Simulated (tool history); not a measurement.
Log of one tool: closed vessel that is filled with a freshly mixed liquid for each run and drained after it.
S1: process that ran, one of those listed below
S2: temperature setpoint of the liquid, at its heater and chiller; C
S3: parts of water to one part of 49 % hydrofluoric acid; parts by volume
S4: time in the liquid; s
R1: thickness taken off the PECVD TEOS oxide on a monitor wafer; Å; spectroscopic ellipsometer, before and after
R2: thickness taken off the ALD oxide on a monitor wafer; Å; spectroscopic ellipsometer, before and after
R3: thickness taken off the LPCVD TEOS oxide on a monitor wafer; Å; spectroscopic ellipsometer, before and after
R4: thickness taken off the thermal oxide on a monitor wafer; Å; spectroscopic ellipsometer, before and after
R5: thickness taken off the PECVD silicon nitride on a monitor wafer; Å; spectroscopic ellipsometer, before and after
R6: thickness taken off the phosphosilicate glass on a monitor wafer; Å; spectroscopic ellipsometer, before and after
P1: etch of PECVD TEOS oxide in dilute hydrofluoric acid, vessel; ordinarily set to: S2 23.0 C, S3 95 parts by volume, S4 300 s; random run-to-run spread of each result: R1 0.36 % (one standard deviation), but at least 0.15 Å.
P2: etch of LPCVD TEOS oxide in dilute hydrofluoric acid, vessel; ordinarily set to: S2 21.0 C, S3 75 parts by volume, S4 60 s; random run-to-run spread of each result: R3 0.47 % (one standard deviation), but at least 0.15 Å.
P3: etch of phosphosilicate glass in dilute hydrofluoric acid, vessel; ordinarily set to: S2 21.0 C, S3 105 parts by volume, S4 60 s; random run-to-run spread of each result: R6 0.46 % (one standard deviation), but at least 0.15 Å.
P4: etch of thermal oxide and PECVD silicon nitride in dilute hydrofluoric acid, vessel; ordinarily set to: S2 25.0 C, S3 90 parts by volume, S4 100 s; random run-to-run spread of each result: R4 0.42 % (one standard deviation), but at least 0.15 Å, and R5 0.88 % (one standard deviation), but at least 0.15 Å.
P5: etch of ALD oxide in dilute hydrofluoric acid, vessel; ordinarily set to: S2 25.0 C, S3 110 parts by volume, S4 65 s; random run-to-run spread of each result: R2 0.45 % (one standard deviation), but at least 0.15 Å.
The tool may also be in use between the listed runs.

| run | day | S1 | S2 | S3 | S4 | R1 | R2 | R3 | R4 | R5 | R6 |
|---|---|---|---|---|---|---|---|---|---|---|---|
| 1 | 0.279 | P1 | 23.0 | 95 | 300 | 344.180 |  |  |  |  |  |
| 2 | 0.883 | P5 | 32.5 | 110 | 65 |  | 156.880 |  |  |  |  |
| 3 | 1.500 | P2 | 21.0 | 75 | 35 |  |  | 172.59 |  |  |  |
| 4 | 2.025 | P4 | 25.0 | 90 | 150 |  |  |  | 80.576 | 37.911 |  |
| 5 | 2.617 | P1 | 23.0 | 30 | 300 | 1183.200 |  |  |  |  |  |
| 6 | 3.038 | P5 | 25.0 | 155 | 65 |  | 78.836 |  |  |  |  |
| 7 | 3.321 | P2 | 17.0 | 75 | 60 |  |  | 247.58 |  |  |  |
| 8 | 3.838 | P1 | 17.0 | 95 | 300 | 270.660 |  |  |  |  |  |
| 9 | 4.138 | P5 | 25.0 | 110 | 65 |  | 117.700 |  |  |  |  |
| 10 | 4.458 | P4 | 25.0 | 90 | 100 |  |  |  | 54.337 | 25.279 |  |
| 11 | 4.862 | P2 | 21.0 | 75 | 60 |  |  | 293.45 |  |  |  |
| 12 | 5.154 | P1 | 23.0 | 95 | 300 | 347.240 |  |  |  |  |  |
| 13 | 5.467 | P4 | 25.0 | 50 | 100 |  |  |  | 101.760 | 45.436 |  |
| 14 | 5.988 | P1 | 23.0 | 95 | 105 | 121.190 |  |  |  |  |  |
| 15 | 6.308 | P1 | 31.0 | 95 | 30 | 47.147 |  |  |  |  |  |
| 16 | 6.921 | P4 | 17.0 | 90 | 100 |  |  |  | 38.762 | 14.623 |  |
| 17 | 7.521 | P3 | 21.0 | 105 | 30 |  |  |  |  |  | 362.16 |
| 18 | 8.008 | P3 | 21.0 | 105 | 60 |  |  |  |  |  | 723.72 |
| 19 | 8.383 | P2 | 21.0 | 110 | 60 |  |  | 192.90 |  |  |  |
| 20 | 8.717 | P1 | 27.5 | 35 | 300 | 1210.200 |  |  |  |  |  |
| 21 | 9.200 | P5 | 25.0 | 110 | 115 |  | 210.380 |  |  |  |  |
| 22 | 9.633 | P4 | 25.0 | 90 | 100 |  |  |  | 53.996 | 25.695 |  |
| 23 | 10.121 | P1 | 23.0 | 95 | 300 | 343.060 |  |  |  |  |  |
| 24 | 10.392 | P3 | 21.0 | 55 | 60 |  |  |  |  |  | 1460.30 |
| 25 | 10.683 | P1 | 23.0 | 95 | 300 | 343.900 |  |  |  |  |  |
| 26 | 11.129 | P1 | 23.0 | 95 | 300 | 345.500 |  |  |  |  |  |
| 27 | 11.408 | P2 | 21.0 | 75 | 60 |  |  | 293.73 |  |  |  |
| 28 | 11.808 | P1 | 23.0 | 95 | 575 | 661.790 |  |  |  |  |  |
| 29 | 12.292 | P1 | 27.5 | 95 | 300 | 414.180 |  |  |  |  |  |
| 30 | 12.788 | P1 | 23.0 | 155 | 300 | 196.650 |  |  |  |  |  |
| 31 | 13.062 | P3 | 21.0 | 105 | 60 |  |  |  |  |  | 726.12 |
| 32 | 13.338 | P3 | 17.0 | 105 | 60 |  |  |  |  |  | 613.03 |
| 33 | 13.850 | P1 | 23.0 | 95 | 300 | 344.480 |  |  |  |  |  |
| 34 | 14.425 | P1 | 23.0 | 95 | 300 | 331.210 |  |  |  |  |  |
| 35 | 14.738 | P1 | 23.0 | 95 | 300 | 323.460 |  |  |  |  |  |
| 36 | 15.050 | P1 | 23.0 | 95 | 300 | 322.180 |  |  |  |  |  |
| 37 | 15.429 | P1 | 23.0 | 95 | 300 | 318.690 |  |  |  |  |  |
| 38 | 16.004 | P1 | 23.0 | 95 | 300 | 316.640 |  |  |  |  |  |
| 39 | 16.446 | P1 | 23.0 | 95 | 300 | 314.410 |  |  |  |  |  |
| 40 | 16.808 | P1 | 23.0 | 95 | 300 | 315.170 |  |  |  |  |  |
| 41 | 17.338 | P1 | 23.0 | 95 | 300 | 314.950 |  |  |  |  |  |

P1 has crept away from where it was. The log is fitted equally well by each of these 2 causes, at the sizes shown:
A: liquid colder than its thermometer reads (K) = 2.31
B: hydrofluoric acid flow below the setpoint (%) = 8.01
Onset of the creep was near day 13.850.

Which of the 4 check runs listed below, each an average over 2 wafers with its results shown as question marks, gives clearly different results under the different listed causes?
| check 1 | 17.867 | P3 | 21.0 | 105 | 60 |  |  |  |  |  | ? |
| check 2 | 17.867 | P4 | 25.0 | 90 | 100 |  |  |  | ? | ? |  |
| check 3 | 17.867 | P5 | 25.0 | 110 | 65 |  | ? |  |  |  |  |
| check 4 | 17.867 | P2 | 21.0 | 75 | 60 |  |  | ? |  |  |  |

If the cause were each of the candidates in turn, the checks would give the following:
| check | result | if A | if B |
|---|---|---|---|
| check 1 | R6 | 656.05 | 656.67 |
| check 2 | R4 | 49.165 | 49.108 |
| check 2 | R5 | 21.596 | 23.172 |
| check 3 | R2 | 107.590 | 107.130 |
| check 4 | R3 | 267.30 | 268.74 |
Per check, the gap between the least separated pair of causes, taken in the result that splits them most: check 1 0.09 %; check 2 7.05 %; check 3 0.43 %; check 4 0.54 %
The causes can be told apart only by check 2. The other checks would give nearly the same results under each of them.

Then check 2 was run and gave: R4 49.202 Å; R5 23.402 Å. Which cause is it?

B is the cause: hydrofluoric acid flow below the setpoint (%).
